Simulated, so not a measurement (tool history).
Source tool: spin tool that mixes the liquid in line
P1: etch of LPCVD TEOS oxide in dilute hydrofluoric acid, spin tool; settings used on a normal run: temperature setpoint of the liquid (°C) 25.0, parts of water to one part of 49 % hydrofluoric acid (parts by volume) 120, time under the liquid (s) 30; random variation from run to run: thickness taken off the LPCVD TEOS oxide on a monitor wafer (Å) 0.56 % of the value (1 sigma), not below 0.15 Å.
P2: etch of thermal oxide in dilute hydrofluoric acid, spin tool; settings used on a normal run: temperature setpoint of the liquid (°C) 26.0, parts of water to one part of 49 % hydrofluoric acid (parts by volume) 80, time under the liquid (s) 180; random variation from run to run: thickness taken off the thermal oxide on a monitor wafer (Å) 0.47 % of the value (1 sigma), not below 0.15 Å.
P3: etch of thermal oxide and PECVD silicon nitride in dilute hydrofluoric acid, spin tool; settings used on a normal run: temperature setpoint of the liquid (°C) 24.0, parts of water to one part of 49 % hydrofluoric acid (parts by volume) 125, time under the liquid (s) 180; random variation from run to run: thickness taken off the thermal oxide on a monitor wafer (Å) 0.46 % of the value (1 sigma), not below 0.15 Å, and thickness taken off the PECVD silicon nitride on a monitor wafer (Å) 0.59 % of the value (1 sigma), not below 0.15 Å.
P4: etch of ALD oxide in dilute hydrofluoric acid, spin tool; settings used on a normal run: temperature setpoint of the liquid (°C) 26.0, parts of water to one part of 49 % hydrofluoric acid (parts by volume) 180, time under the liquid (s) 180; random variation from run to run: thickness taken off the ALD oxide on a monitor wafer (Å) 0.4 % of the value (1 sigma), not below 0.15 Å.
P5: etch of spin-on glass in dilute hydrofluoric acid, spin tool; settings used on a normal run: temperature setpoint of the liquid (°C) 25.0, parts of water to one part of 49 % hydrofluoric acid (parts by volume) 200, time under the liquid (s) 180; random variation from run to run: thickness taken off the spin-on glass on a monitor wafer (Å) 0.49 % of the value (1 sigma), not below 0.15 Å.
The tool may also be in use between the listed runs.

| run | hour | process that ran | temperature setpoint of the liquid (°C) | parts of water to one part of 49 % hydrofluoric acid (parts by volume) | time under the liquid (s) | hours since the thermometer was replaced | hours since the hydrofluoric acid flow meter was replaced | thickness taken off the LPCVD TEOS oxide on a monitor wafer (Å) | thickness taken off the thermal oxide on a monitor wafer (Å) | thickness taken off the ALD oxide on a monitor wafer (Å) | thickness taken off the spin-on glass on a monitor wafer (Å) | thickness taken off the PECVD silicon nitride on a monitor wafer (Å) |
|---|---|---|---|---|---|---|---|---|---|---|---|---|
| 1 | 6.0 | P1 | 25.0 | 120 | 30 | 552.3 | 887.0 | 139.030 |  |  |  |  |
| 2 | 16.3 | P2 | 26.0 | 80 | 345 | 562.6 | 897.3 |  | 221.530 |  |  |  |
| 3 | 25.2 | P4 | 26.0 | 180 | 60 | 571.5 | 906.2 |  |  | 31.76 |  |  |
| 4 | 31.1 | P1 | 25.0 | 120 | 15 | 577.4 | 912.1 | 70.429 |  |  |  |  |
| 5 | 38.9 | P5 | 25.0 | 40 | 180 | 585.2 | 919.9 |  |  |  | 1419.30 |  |
| 6 | 48.9 | P5 | 17.0 | 200 | 180 | 595.2 | 929.9 |  |  |  | 172.95 |  |
| 7 | 58.7 | P1 | 25.0 | 120 | 30 | 605.0 | 939.7 | 139.290 |  |  |  |  |
| 8 | 64.7 | P1 | 29.5 | 120 | 30 | 611.0 | 945.7 | 164.550 |  |  |  |  |
| 9 | 69.9 | P1 | 25.0 | 210 | 30 | 616.2 | 950.9 | 72.377 |  |  |  |  |
| 10 | 78.3 | P3 | 24.0 | 50 | 180 | 624.6 | 959.3 |  | 190.390 |  |  | 93.420 |
| 11 | 86.1 | P1 | 25.0 | 55 | 30 | 632.4 | 967.1 | 331.030 |  |  |  |  |
| 12 | 94.3 | P3 | 20.5 | 125 | 180 | 640.6 | 975.3 |  | 60.011 |  |  | 30.148 |
| 13 | 100.4 | P5 | 25.0 | 200 | 180 | 646.7 | 981.4 |  |  |  | 232.61 |  |
| 14 | 106.6 | P1 | 21.0 | 120 | 30 | 652.9 | 987.6 | 118.780 |  |  |  |  |
| 15 | 111.4 | P1 | 25.0 | 120 | 60 | 657.7 | 992.4 | 277.580 |  |  |  |  |
| 16 | 117.9 | P2 | 26.0 | 80 | 180 | 664.2 | 998.9 |  | 114.670 |  |  |  |
| 17 | 126.2 | P3 | 24.0 | 125 | 180 | 672.5 | 1007.2 |  | 68.781 |  |  | 38.198 |
| 18 | 133.6 | P3 | 24.0 | 125 | 330 | 679.9 | 1014.6 |  | 127.140 |  |  | 69.243 |
| 19 | 138.6 | P4 | 26.0 | 35 | 180 | 684.9 | 1019.6 |  |  | 591.17 |  |  |
| 20 | 147.0 | P1 | 25.0 | 120 | 30 | 693.3 | 1028.0 | 139.140 |  |  |  |  |
| 21 | 151.8 | P4 | 26.0 | 180 | 180 | 698.1 | 1032.8 |  |  | 94.94 |  |  |
| 22 | 156.7 | P4 | 32.5 | 180 | 180 | 703.0 | 1037.7 |  |  | 119.31 |  |  |
| 23 | 162.4 | P1 | 25.0 | 120 | 30 | 708.7 | 1043.4 | 139.890 |  |  |  |  |
| 24 | 170.6 | P5 | 25.0 | 200 | 180 | 716.9 | 1051.6 |  |  |  | 237.12 |  |
| 25 | 179.1 | P1 | 28.5 | 205 | 30 | 725.4 | 1060.1 | 84.694 |  |  |  |  |
| 26 | 187.9 | P2 | 26.0 | 30 | 180 | 734.2 | 1068.9 |  | 329.580 |  |  |  |
| 27 | 192.6 | P5 | 25.0 | 200 | 90 | 738.9 | 1073.6 |  |  |  | 117.68 |  |
| 28 | 200.8 | P2 | 32.5 | 80 | 180 | 747.1 | 1081.8 |  | 148.750 |  |  |  |
| 29 | 210.6 | P3 | 24.0 | 125 | 180 | 756.9 | 1091.6 |  | 69.757 |  |  | 38.213 |
| 30 | 218.7 | P1 | 25.0 | 120 | 30 | 765.0 | 1099.7 | 138.780 |  |  |  |  |
| 31 | 226.1 | P1 | 25.0 | 120 | 30 | 772.4 | 1107.1 | 139.670 |  |  |  |  |
| 32 | 232.9 | P1 | 25.0 | 120 | 30 | 779.2 | 1113.9 | 136.080 |  |  |  |  |
| 33 | 243.4 | P1 | 25.0 | 120 | 30 | 789.7 | 1124.4 | 131.040 |  |  |  |  |
| 34 | 251.0 | P1 | 25.0 | 120 | 30 | 797.3 | 1132.0 | 130.520 |  |  |  |  |
| 35 | 257.4 | P1 | 25.0 | 120 | 30 | 803.7 | 1138.4 | 128.180 |  |  |  |  |
| 36 | 265.6 | P1 | 25.0 | 120 | 30 | 811.9 | 1146.6 | 127.910 |  |  |  |  |
| 37 | 272.0 | P1 | 25.0 | 120 | 30 | 818.3 | 1153.0 | 128.310 |  |  |  |  |
| 38 | 278.2 | P1 | 25.0 | 120 | 30 | 824.5 | 1159.2 | 128.630 |  |  |  |  |
| 39 | 285.7 | P1 | 25.0 | 120 | 30 | 832.0 | 1166.7 | 129.040 |  |  |  |  |
| 40 | 294.6 | P1 | 25.0 | 120 | 30 | 840.9 | 1175.6 | 127.710 |  |  |  |  |

Something has made what P1 gives creep away from where it was; the 2 causes below, each at its own stated size, fit the log equally well:
A: hydrofluoric acid flow below the setpoint (%) = 7.58
B: liquid colder than its thermometer reads (K) = 2.32
Creep in the process output first set in at about hour 226.1.

Of the 4 check runs listed below, each run on one wafer and each result written as a question mark, which would let you distinguish the listed causes because they would give clearly different results?
| check 1 | 303.5 | P3 | 24.0 | 125 | 180 |  |  |  | ? |  |  | ? |
| check 2 | 303.5 | P4 | 26.0 | 180 | 180 |  |  |  |  | ? |  |  |
| check 3 | 303.5 | P5 | 25.0 | 200 | 180 |  |  |  |  |  | ? |  |
| check 4 | 303.5 | P2 | 26.0 | 80 | 180 |  |  |  | ? |  |  |  |

What every check run would give for each of its results, assuming each possible cause in turn:
| check | result | if A | if B |
|---|---|---|---|
| check 1 | thickness taken off the thermal oxide on a monitor wafer (Å) | 63.283 | 63.256 |
| check 1 | thickness taken off the PECVD silicon nitride on a monitor wafer (Å) | 35.075 | 32.546 |
| check 2 | thickness taken off the ALD oxide on a monitor wafer (Å) | 86.395 | 87.223 |
| check 3 | thickness taken off the spin-on glass on a monitor wafer (Å) | 213.39 | 215.70 |
| check 4 | thickness taken off the thermal oxide on a monitor wafer (Å) | 105.560 | 105.020 |
Gap, in per cent, between the two causes that each check separates least, read from the result that separates them most: check 1 7.48 %; check 2 0.95 %; check 3 1.08 %; check 4 0.51 %
Of the check runs offered, only check 1 discriminates between the causes; the rest would read about the same regardless of which cause applies.

The results of check 1 are: thickness taken off the thermal oxide on a monitor wafer (Å) 63.009; thickness taken off the PECVD silicon nitride on a monitor wafer (Å) 34.759. Based on these, which of the listed causes is it?

Of the candidate causes, it is A: hydrofluoric acid flow below the setpoint (%).

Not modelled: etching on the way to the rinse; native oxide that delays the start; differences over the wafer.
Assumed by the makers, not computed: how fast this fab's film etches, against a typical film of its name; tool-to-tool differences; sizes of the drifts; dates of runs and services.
